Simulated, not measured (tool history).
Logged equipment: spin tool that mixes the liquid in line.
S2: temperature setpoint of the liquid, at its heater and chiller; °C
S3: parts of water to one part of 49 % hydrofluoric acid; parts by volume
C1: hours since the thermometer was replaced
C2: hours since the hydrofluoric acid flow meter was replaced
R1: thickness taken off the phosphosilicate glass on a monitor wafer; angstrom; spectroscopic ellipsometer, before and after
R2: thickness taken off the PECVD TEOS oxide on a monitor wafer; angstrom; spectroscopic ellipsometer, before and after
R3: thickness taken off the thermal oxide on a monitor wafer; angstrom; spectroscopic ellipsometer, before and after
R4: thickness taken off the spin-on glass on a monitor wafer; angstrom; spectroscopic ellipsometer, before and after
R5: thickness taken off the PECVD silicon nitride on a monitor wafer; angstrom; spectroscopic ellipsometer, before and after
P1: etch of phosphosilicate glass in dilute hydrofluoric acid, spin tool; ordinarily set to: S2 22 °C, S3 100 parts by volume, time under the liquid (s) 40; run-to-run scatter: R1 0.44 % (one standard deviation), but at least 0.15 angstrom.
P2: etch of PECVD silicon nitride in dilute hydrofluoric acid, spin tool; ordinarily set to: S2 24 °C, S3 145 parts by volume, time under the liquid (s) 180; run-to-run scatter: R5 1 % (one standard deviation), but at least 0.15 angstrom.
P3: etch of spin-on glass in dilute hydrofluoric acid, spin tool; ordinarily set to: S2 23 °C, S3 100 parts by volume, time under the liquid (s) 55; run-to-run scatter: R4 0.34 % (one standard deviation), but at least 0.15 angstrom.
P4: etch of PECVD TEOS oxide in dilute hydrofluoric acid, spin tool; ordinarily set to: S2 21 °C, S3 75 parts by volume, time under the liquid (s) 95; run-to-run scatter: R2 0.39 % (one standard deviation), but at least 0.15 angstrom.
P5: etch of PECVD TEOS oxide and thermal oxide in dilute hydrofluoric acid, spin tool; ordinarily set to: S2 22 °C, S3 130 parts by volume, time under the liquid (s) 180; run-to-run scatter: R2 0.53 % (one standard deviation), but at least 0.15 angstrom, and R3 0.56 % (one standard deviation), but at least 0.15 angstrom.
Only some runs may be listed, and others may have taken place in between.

{"run": 1, "hour": 2.8, "process that ran": "P1", "S2": 22, "S3": 100, "time under the liquid (s)": 40, "C1": 230.3, "C2": 769.7, "R1": 303.42}
{"run": 2, "hour": 5.6, "process that ran": "P1", "S2": 22, "S3": 100, "time under the liquid (s)": 40, "C1": 233.1, "C2": 772.5, "R1": 300.81}
{"run": 3, "hour": 8.8, "process that ran": "P5", "S2": 22, "S3": 65, "time under the liquid (s)": 180, "C1": 236.3, "C2": 775.7, "R2": 302.65, "R3": 125.29}
{"run": 4, "hour": 11.9, "process that ran": "P1", "S2": 22, "S3": 100, "time under the liquid (s)": 65, "C1": 239.4, "C2": 778.8, "R1": 494.82}
{"run": 5, "hour": 16.1, "process that ran": "P1", "S2": 27, "S3": 100, "time under the liquid (s)": 40, "C1": 243.6, "C2": 783, "R1": 367.9}
{"run": 6, "hour": 19.9, "process that ran": "P5", "S2": 22, "S3": 130, "time under the liquid (s)": 180, "C1": 247.4, "C2": 786.8, "R2": 139.95, "R3": 57.274}
{"run": 7, "hour": 23.5, "process that ran": "P1", "S2": 22, "S3": 50, "time under the liquid (s)": 40, "C1": 251, "C2": 790.4, "R1": 642.12}
{"run": 8, "hour": 26.1, "process that ran": "P1", "S2": 22, "S3": 100, "time under the liquid (s)": 40, "C1": 253.6, "C2": 793, "R1": 302.34}
{"run": 9, "hour": 30.4, "process that ran": "P1", "S2": 17, "S3": 100, "time under the liquid (s)": 40, "C1": 257.9, "C2": 797.3, "R1": 245.91}
{"run": 10, "hour": 33.9, "process that ran": "P3", "S2": 23, "S3": 145, "time under the liquid (s)": 55, "C1": 261.4, "C2": 800.8, "R4": 124.04}
{"run": 11, "hour": 36.3, "process that ran": "P1", "S2": 22, "S3": 100, "time under the liquid (s)": 40, "C1": 263.8, "C2": 803.2, "R1": 305.02}
{"run": 12, "hour": 39.0, "process that ran": "P5", "S2": 22, "S3": 130, "time under the liquid (s)": 300, "C1": 266.5, "C2": 805.9, "R2": 234.58, "R3": 95.689}
{"run": 13, "hour": 41.5, "process that ran": "P1", "S2": 22, "S3": 100, "time under the liquid (s)": 15, "C1": 269, "C2": 808.4, "R1": 113.25}
{"run": 14, "hour": 43.5, "process that ran": "P2", "S2": 24, "S3": 145, "time under the liquid (s)": 180, "C1": 271, "C2": 810.4, "R5": 27.269}
{"run": 15, "hour": 45.8, "process that ran": "P5", "S2": 22, "S3": 130, "time under the liquid (s)": 180, "C1": 273.3, "C2": 812.7, "R2": 139.44, "R3": 57.647}
{"run": 16, "hour": 50.0, "process that ran": "P3", "S2": 17, "S3": 100, "time under the liquid (s)": 55, "C1": 277.5, "C2": 816.9, "R4": 148.82}
{"run": 17, "hour": 53.0, "process that ran": "P1", "S2": 22, "S3": 100, "time under the liquid (s)": 40, "C1": 280.5, "C2": 819.9, "R1": 303.48}
{"run": 18, "hour": 56.7, "process that ran": "P3", "S2": 23, "S3": 100, "time under the liquid (s)": 20, "C1": 284.2, "C2": 823.6, "R4": 69.65}
{"hour": 56.8, "done": "thermometer replaced"}
{"run": 19, "hour": 59.1, "process that ran": "P2", "S2": 24, "S3": 145, "time under the liquid (s)": 180, "C1": 2.4, "C2": 826, "R5": 26.589}
{"run": 20, "hour": 63.4, "process that ran": "P4", "S2": 17, "S3": 75, "time under the liquid (s)": 95, "C1": 6.7, "C2": 830.3, "R2": 275.57}
{"run": 21, "hour": 67.7, "process that ran": "P4", "S2": 21, "S3": 75, "time under the liquid (s)": 95, "C1": 11, "C2": 834.6, "R2": 325.62}
{"run": 22, "hour": 71.4, "process that ran": "P4", "S2": 21, "S3": 125, "time under the liquid (s)": 95, "C1": 14.7, "C2": 838.3, "R2": 183.86}
{"run": 23, "hour": 73.7, "process that ran": "P2", "S2": 31, "S3": 145, "time under the liquid (s)": 180, "C1": 17, "C2": 840.6, "R5": 42.582}
{"run": 24, "hour": 78.2, "process that ran": "P2", "S2": 24, "S3": 205, "time under the liquid (s)": 180, "C1": 21.5, "C2": 845.1, "R5": 18.954}
{"run": 25, "hour": 82.3, "process that ran": "P4", "S2": 21, "S3": 75, "time under the liquid (s)": 30, "C1": 25.6, "C2": 849.2, "R2": 102.34}
{"run": 26, "hour": 86.8, "process that ran": "P1", "S2": 22, "S3": 180, "time under the liquid (s)": 40, "C1": 30.1, "C2": 853.7, "R1": 154.02}
{"run": 27, "hour": 91.0, "process that ran": "P3", "S2": 23, "S3": 100, "time under the liquid (s)": 55, "C1": 34.3, "C2": 857.9, "R4": 190.18}
{"run": 28, "hour": 93.3, "process that ran": "P2", "S2": 24, "S3": 145, "time under the liquid (s)": 295, "C1": 36.6, "C2": 860.2, "R5": 44.931}
{"run": 29, "hour": 96.8, "process that ran": "P1", "S2": 22, "S3": 100, "time under the liquid (s)": 40, "C1": 40.1, "C2": 863.7, "R1": 302.63}

Forecast run 30:
{"run": 30, "hour": 99.4, "process that ran": "P4", "S2": 21, "S3": 75, "time under the liquid (s)": 95, "C1": 42.7, "C2": 866.3, "R2": "?"}

{"run 30": {"R2": 323.14}}

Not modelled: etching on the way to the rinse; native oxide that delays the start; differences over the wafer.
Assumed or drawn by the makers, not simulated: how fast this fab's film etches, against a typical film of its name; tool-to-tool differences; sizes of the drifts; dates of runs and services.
